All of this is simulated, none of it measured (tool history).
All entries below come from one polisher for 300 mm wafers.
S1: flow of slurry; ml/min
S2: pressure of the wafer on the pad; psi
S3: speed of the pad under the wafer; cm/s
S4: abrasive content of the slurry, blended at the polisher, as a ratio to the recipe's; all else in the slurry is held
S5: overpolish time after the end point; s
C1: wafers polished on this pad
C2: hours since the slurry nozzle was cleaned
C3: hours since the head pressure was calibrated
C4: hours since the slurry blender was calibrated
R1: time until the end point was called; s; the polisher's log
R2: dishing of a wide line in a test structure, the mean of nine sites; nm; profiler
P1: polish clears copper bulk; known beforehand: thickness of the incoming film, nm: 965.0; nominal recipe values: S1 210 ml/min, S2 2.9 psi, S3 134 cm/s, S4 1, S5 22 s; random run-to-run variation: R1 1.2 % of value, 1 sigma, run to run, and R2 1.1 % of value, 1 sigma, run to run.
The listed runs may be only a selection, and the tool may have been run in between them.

Run 1, hour 19.2: S1 210 ml/min, S2 2.9 psi, S3 134 cm/s, S4 1, S5 22 s; C1 316; C2 84.1; C3 518.2; C4 106.4. Result: R1 84.698 s, R2 117.7 nm.
Run 2, hour 36: S1 210 ml/min, S2 2.9 psi, S3 134 cm/s, S4 1, S5 22 s; C1 414; C2 100.9; C3 535; C4 123.2. Result: R1 83.739 s, R2 118.46 nm.
Run 3, hour 50.1: S1 210 ml/min, S2 3.8 psi, S3 134 cm/s, S4 1, S5 22 s; C1 496; C2 115; C3 549.1; C4 137.3. Result: R1 64.051 s, R2 142.33 nm.
Run 4, hour 65.9: S1 305 ml/min, S2 2.9 psi, S3 134 cm/s, S4 1, S5 31 s; C1 587; C2 130.8; C3 564.9; C4 153.1. Result: R1 79.788 s, R2 139.86 nm.
Run 5, hour 75.8: S1 210 ml/min, S2 2.9 psi, S3 134 cm/s, S4 1, S5 22 s; C1 645; C2 140.7; C3 574.8; C4 163. Result: R1 83.778 s, R2 115.85 nm.
Run 6, hour 93.7: S1 210 ml/min, S2 4.3 psi, S3 134 cm/s, S4 1, S5 7 s; C1 749; C2 158.6; C3 592.7; C4 180.9. Result: R1 55.567 s, R2 77.553 nm.
Run 7, hour 110.9: S1 210 ml/min, S2 2.9 psi, S3 134 cm/s, S4 1, S5 22 s; C1 849; C2 175.8; C3 609.9; C4 198.1. Result: R1 83.193 s, R2 119.68 nm.
Run 8, hour 120.9: S1 125 ml/min, S2 2.9 psi, S3 134 cm/s, S4 1, S5 22 s; C1 907; C2 185.8; C3 619.9; C4 208.1. Result: R1 89.288 s, R2 114.68 nm.
Run 9, hour 131.6: S1 210 ml/min, S2 2.9 psi, S3 70 cm/s, S4 1, S5 22 s; C1 970; C2 196.5; C3 630.6; C4 218.8. Result: R1 158.36 s, R2 77.876 nm.
At hour 143: slurry blender recalibrated.
Run 10, hour 145.9: S1 210 ml/min, S2 2.9 psi, S3 134 cm/s, S4 1.3, S5 22 s; C1 1053; C2 210.8; C3 644.9; C4 2.9. Result: R1 79.894 s, R2 120.16 nm.
Run 11, hour 158.8: S1 210 ml/min, S2 2.9 psi, S3 134 cm/s, S4 1, S5 22 s; C1 1128; C2 223.7; C3 657.8; C4 15.8. Result: R1 83.81 s, R2 118.59 nm.
Run 12, hour 177.2: S1 210 ml/min, S2 2.9 psi, S3 202 cm/s, S4 1, S5 22 s; C1 1235; C2 242.1; C3 676.2; C4 34.2. Result: R1 56.04 s, R2 141.35 nm.
Run 13, hour 188: S1 210 ml/min, S2 2.9 psi, S3 134 cm/s, S4 1, S5 22 s; C1 1298; C2 252.9; C3 687; C4 45. Result: R1 81.72 s, R2 116.76 nm.
Run 14, hour 198.6: S1 210 ml/min, S2 2.9 psi, S3 134 cm/s, S4 1, S5 22 s; C1 1359; C2 263.5; C3 697.6; C4 55.6. Result: R1 82.445 s, R2 117.47 nm.
Run 15, hour 213.4: S1 270 ml/min, S2 2.9 psi, S3 134 cm/s, S4 1, S5 22 s; C1 1445; C2 278.3; C3 712.4; C4 70.4. Result: R1 82.195 s, R2 121.85 nm.
Run 16, hour 231.5: S1 210 ml/min, S2 2.9 psi, S3 134 cm/s, S4 0.65, S5 22 s; C1 1551; C2 296.4; C3 730.5; C4 88.5. Result: R1 90.004 s, R2 112.1 nm.
Run 17, hour 240.2: S1 210 ml/min, S2 2.9 psi, S3 134 cm/s, S4 1, S5 7 s; C1 1601; C2 305.1; C3 739.2; C4 97.2. Result: R1 82.881 s, R2 54.076 nm.
Run 18, hour 251.9: S1 210 ml/min, S2 2.9 psi, S3 134 cm/s, S4 1, S5 35 s; C1 1669; C2 316.8; C3 750.9; C4 108.9. Result: R1 84.044 s, R2 140.94 nm.
Run 19, hour 271.5: S1 210 ml/min, S2 4.4 psi, S3 134 cm/s, S4 0.6, S5 22 s; C1 1783; C2 336.4; C3 770.5; C4 128.5. Result: R1 62.163 s, R2 146.53 nm.
Run 20, hour 284.2: S1 210 ml/min, S2 1.3 psi, S3 134 cm/s, S4 1, S5 22 s; C1 1857; C2 349.1; C3 783.2; C4 141.2. Result: R1 188.55 s, R2 63.929 nm.
Run 21, hour 296.6: S1 210 ml/min, S2 2.9 psi, S3 134 cm/s, S4 1, S5 22 s; C1 1929; C2 361.5; C3 795.6; C4 153.6. Result: R1 83.335 s, R2 116.66 nm.
Run 22, hour 314: S1 210 ml/min, S2 2.9 psi, S3 134 cm/s, S4 1, S5 22 s; C1 2030; C2 378.9; C3 813; C4 171. Result: R1 84.272 s, R2 115.74 nm.
Run 23, hour 325.9: S1 210 ml/min, S2 2.9 psi, S3 134 cm/s, S4 1, S5 22 s; C1 2100; C2 390.8; C3 824.9; C4 182.9. Result: R1 85.379 s, R2 117.6 nm.
Run 24, hour 338.1: S1 210 ml/min, S2 2.9 psi, S3 134 cm/s, S4 1, S5 22 s; C1 2170; C2 403; C3 837.1; C4 195.1. Result: R1 87.004 s, R2 115.74 nm.
Run 25, hour 352.5: S1 210 ml/min, S2 2.9 psi, S3 134 cm/s, S4 1, S5 22 s; C1 2254; C2 417.4; C3 851.5; C4 209.5. Result: R1 85.778 s, R2 115.6 nm.
Run 26, hour 361.6: S1 210 ml/min, S2 2.9 psi, S3 134 cm/s, S4 1, S5 22 s; C1 2307; C2 426.5; C3 860.6; C4 218.6. Result: R1 86.855 s, R2 115.05 nm.
Run 27, hour 375.4: S1 210 ml/min, S2 2.9 psi, S3 134 cm/s, S4 1, S5 22 s; C1 2387; C2 440.3; C3 874.4; C4 232.4. Result: R1 89.072 s, R2 115.03 nm.
Run 28, hour 387: S1 210 ml/min, S2 2.9 psi, S3 134 cm/s, S4 1, S5 22 s; C1 2455; C2 451.9; C3 886; C4 244. Result: R1 87.398 s, R2 114.74 nm.
At hour 387.4: head pressure recalibrated.
At hour 398.9: worn pad replaced by a new one.
Run 29, hour 403.9: S1 210 ml/min, S2 2.9 psi, S3 134 cm/s, S4 1, S5 22 s; C1 29; C2 468.8; C3 16.5; C4 260.9. Result: R1 87.328 s, R2 113.76 nm.
Run 30, hour 419.3: S1 210 ml/min, S2 2.9 psi, S3 134 cm/s, S4 1, S5 22 s; C1 118; C2 484.2; C3 31.9; C4 276.3. Result: R1 87.117 s, R2 112.78 nm.
Run 31, hour 437.1: S1 210 ml/min, S2 2.9 psi, S3 134 cm/s, S4 1, S5 22 s; C1 222; C2 502; C3 49.7; C4 294.1. Result: R1 89.679 s, R2 114.69 nm.

What P1 gives has crept off from where it sat before. The 2 causes that follow fit the log equally well, each at the size noted:
A: abrasive missing from the slurry, % = 25.4
B: slurry flow missing at the pad, % = 33.2
The gradual shift began around hour 296.6.
The rest of the possible causes, and what rules out each one:
removal rate lost through wear of the pad, %: serviced after onset, at hour 398.9, with no recovery of the prior output
head's pressure below its setpoint, %: serviced after onset, at hour 387.4, with no recovery of the prior output

4 check runs are offered, each on 5 wafers whose results are averaged, their results left as question marks. Which one tells the causes apart?
Run check 1, hour 454.9: S1 210 ml/min, S2 2.9 psi, S3 96 cm/s, S4 1, S5 22 s. Result: R1 ?, R2 ?.
Run check 2, hour 454.9: S1 210 ml/min, S2 2.9 psi, S3 100 cm/s, S4 1, S5 22 s. Result: R1 ?, R2 ?.
Run check 3, hour 454.9: S1 125 ml/min, S2 2.2 psi, S3 134 cm/s, S4 1, S5 22 s. Result: R1 ?, R2 ?.
Run check 4, hour 454.9: S1 210 ml/min, S2 2.9 psi, S3 190 cm/s, S4 1, S5 22 s. Result: R1 ?, R2 ?.

Expected result of each check under each candidate cause:
  check  result    if A    if B
check 1      R1   123.5  123.51
check 1      R2  93.939  93.936
check 2      R1  118.56  118.57
check 2      R2  96.413  96.409
check 3      R1  126.85  131.66
check 3      R2  88.693  86.662
check 4      R1  62.399  62.403
check 4      R2  134.47  134.47
Smallest distance between any two causes, each pair judged by its most separating result, in per cent: check 1 0.01 %; check 2 0.01 %; check 3 3.72 %; check 4 0.01 %
Check 3 is the one run that separates the causes; every other check would come out nearly the same whichever cause is at work.

The results of check 3 are: R1 130.92 s; R2 86.445 nm. Based on these, which of the listed causes is it?

It is B: slurry flow missing at the pad, %.
